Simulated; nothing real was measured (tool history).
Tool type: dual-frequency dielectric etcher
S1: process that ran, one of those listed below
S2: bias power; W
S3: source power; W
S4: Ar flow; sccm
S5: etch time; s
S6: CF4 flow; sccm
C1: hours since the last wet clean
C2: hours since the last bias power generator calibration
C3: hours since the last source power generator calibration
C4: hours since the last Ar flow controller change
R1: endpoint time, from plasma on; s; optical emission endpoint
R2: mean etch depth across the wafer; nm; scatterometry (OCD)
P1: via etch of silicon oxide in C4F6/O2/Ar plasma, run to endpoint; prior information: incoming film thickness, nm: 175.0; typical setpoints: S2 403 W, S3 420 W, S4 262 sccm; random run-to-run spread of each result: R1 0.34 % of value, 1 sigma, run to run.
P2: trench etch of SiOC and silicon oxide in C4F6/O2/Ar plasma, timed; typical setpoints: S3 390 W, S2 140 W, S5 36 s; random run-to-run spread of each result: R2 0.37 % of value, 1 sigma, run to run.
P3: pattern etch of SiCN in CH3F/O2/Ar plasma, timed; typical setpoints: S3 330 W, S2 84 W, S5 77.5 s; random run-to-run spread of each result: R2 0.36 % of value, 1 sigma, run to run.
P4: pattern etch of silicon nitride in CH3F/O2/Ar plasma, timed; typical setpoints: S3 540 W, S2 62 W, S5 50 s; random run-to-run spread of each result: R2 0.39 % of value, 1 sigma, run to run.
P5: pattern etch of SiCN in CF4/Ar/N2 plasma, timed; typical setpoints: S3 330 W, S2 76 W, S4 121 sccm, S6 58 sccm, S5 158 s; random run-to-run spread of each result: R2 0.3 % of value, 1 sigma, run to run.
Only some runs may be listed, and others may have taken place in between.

run	hour	S1	S2	S3	S4	S5	S6	C1	C2	C3	C4	R1	R2
1	14.1	P1	403	420	262			219.1	609.2	996.1	2190.6	40.433	
2	24.3	P1	264	420	262			229.3	619.4	1006.3	2200.8	46.901	
3	35.5	P2	140	390		36		240.5	630.6	1017.5	2212		65.368
4	51.2	P3	84	330		100.5		256.2	646.3	1033.2	2227.7		37.687
5	64.8	P5	76	330	121	158	58	269.8	659.9	1046.8	2241.3		99.276
6	75.1	P1	403	570	262			280.1	670.2	1057.1	2251.6	35.991	
7	85.3	P5	76	330	121	158	58	290.3	680.4	1067.3	2261.8		99.366
8	95	P1	403	420	164			300	690.1	1077	2271.5	38.354	
9	107.8	P1	253	420	168			312.8	702.9	1089.8	2284.3	45.419	
10	118.8	P3	84	240		77.5		323.8	713.9	1100.8	2295.3		25.827
11	130.2	P5	76	330	121	158	38	335.2	725.3	1112.2	2306.7		92.826
12	139.3	P3	59	330		77.5		344.3	734.4	1121.3	2315.8		25.565
13	152.4	P2	88	390		36		357.4	747.5	1134.4	2328.9		57.141
14	163.4	P2	140	290		36		368.4	758.5	1145.4	2339.9		58.34
15	177.5	P1	403	270	262			382.5	772.6	1159.5	2354	47.884	
16	193.2	P5	76	410	121	158	58	398.2	788.3	1175.2	2369.7		120.36
17	204.3	P1	403	420	262			409.3	799.4	1186.3	2380.8	40.188	
18	214.3	P1	403	510	306			419.3	809.4	1196.3	2390.8	38.186	
19	225.5	P1	403	420	262			430.5	820.6	1207.5	2402	40.458	
20	238.4	P3	84	330		77.5		443.4	833.5	1220.4	2414.9		28.945
21	246	P5	76	330	77	158	58	451	841.1	1228	2422.5		106.42
22	254.2	P2	140	390		51		459.2	849.3	1236.2	2430.7		92.179
23	264.7	P1	403	420	262			469.7	859.8	1246.7	2441.2	40.326	
24	275.1	P4	62	540		50		480.1	870.2	1257.1	2451.6		38.695
25	289.2	P1	403	420	262			494.2	884.3	1271.2	2465.7	40.176	
26	302	P4	87	540		50		507	897.1	1284	2478.5		43.865
27	316.8	P2	140	390		36		521.8	911.9	1298.8	2493.3		64.891
28	332	P1	403	420	262			537	927.1	1314	2508.5	40.189	
29	344.2	P1	403	420	372			549.2	939.3	1326.2	2520.7	41.92	
30	359.7	P4	62	360		50		564.7	954.8	1341.7	2536.2		33.282
31	368.1	P5	101	330	121	158	58	573.1	963.2	1350.1	2544.6		110.82
32	382.5	P1	292	420	177			587.5	977.6	1364.5	2559	43.342	
33	396	P5	76	330	121	218	58	601	991.1	1378	2572.5		137.35
34	407.9	P1	506	420	262			612.9	1003	1389.9	2584.4	37.14	
35	419.7	P4	62	540		70.5		624.7	1014.8	1401.7	2596.2		55.022
36	429	P1	403	420	262			634	1024.1	1411	2605.5	40.442	
37	439.8	P1	403	420	262			644.8	1034.9	1421.8	2616.3	39.955	
38	455.5	P1	403	420	262			660.5	1050.6	1437.5	2632	39.865	
39	465.6	P1	403	420	262			670.6	1060.7	1447.6	2642.1	39.867	
# hour 477.3: Ar flow controller replaced
40	478.7	P1	403	420	262			683.7	1073.8	1460.7	1.4	39.968	
# hour 485.1: wet clean of the chamber
41	493.7	P1	403	420	262			8.6	1088.8	1475.7	16.4	39.65	
42	509.9	P1	403	420	262			24.8	1105	1491.9	32.6	39.83	
43	517.5	P1	403	420	262			32.4	1112.6	1499.5	40.2	39.523	
44	528.6	P1	403	420	262			43.5	1123.7	1510.6	51.3	39.647	

P1 no longer gives what it gave before; its output has crept away from where it was. The following 2 causes, each at its listed size, fit the log equally well:
A: source power that arrives over what is set, % = 4.72
B: bias power that arrives over what is set, % = 4.86
The drift started at roughly hour 429.
Ruled out, with reasons:
chamber walls in a state that raises the etch rate, %: was serviced at hour 485.1, once the creep was under way, yet the earlier output never came back
Ar flow that arrives under what is set, %: was serviced at hour 477.3, once the creep was under way, yet the earlier output never came back

Of the 4 check runs listed below, each run on one wafer and each result written as a question mark, which would let you distinguish the listed causes because they would give clearly different results?
check 1	539.7	P3	84	330		77.5							?
check 2	539.7	P4	62	540		50							?
check 3	539.7	P2	140	390		36							?
check 4	539.7	P5	76	330	121	158	58						?

Predicted outcomes, by check and by cause:
check	result	if A	if B
check 1	R2	29.58	29.595
check 2	R2	39.711	39.614
check 3	R2	66.475	66.214
check 4	R2	103.3	101.06
Distance between the nearest two causes, measured in the result of the check that separates them most: check 1 0.05 %; check 2 0.24 %; check 3 0.39 %; check 4 2.2 %
The causes can be told apart only by check 4. The other checks would give nearly the same results under each of them.

Check 4 was carried out, with these results: R2 103.27 nm. Which of the listed causes is responsible?

It was cause A: source power that arrives over what is set, %.

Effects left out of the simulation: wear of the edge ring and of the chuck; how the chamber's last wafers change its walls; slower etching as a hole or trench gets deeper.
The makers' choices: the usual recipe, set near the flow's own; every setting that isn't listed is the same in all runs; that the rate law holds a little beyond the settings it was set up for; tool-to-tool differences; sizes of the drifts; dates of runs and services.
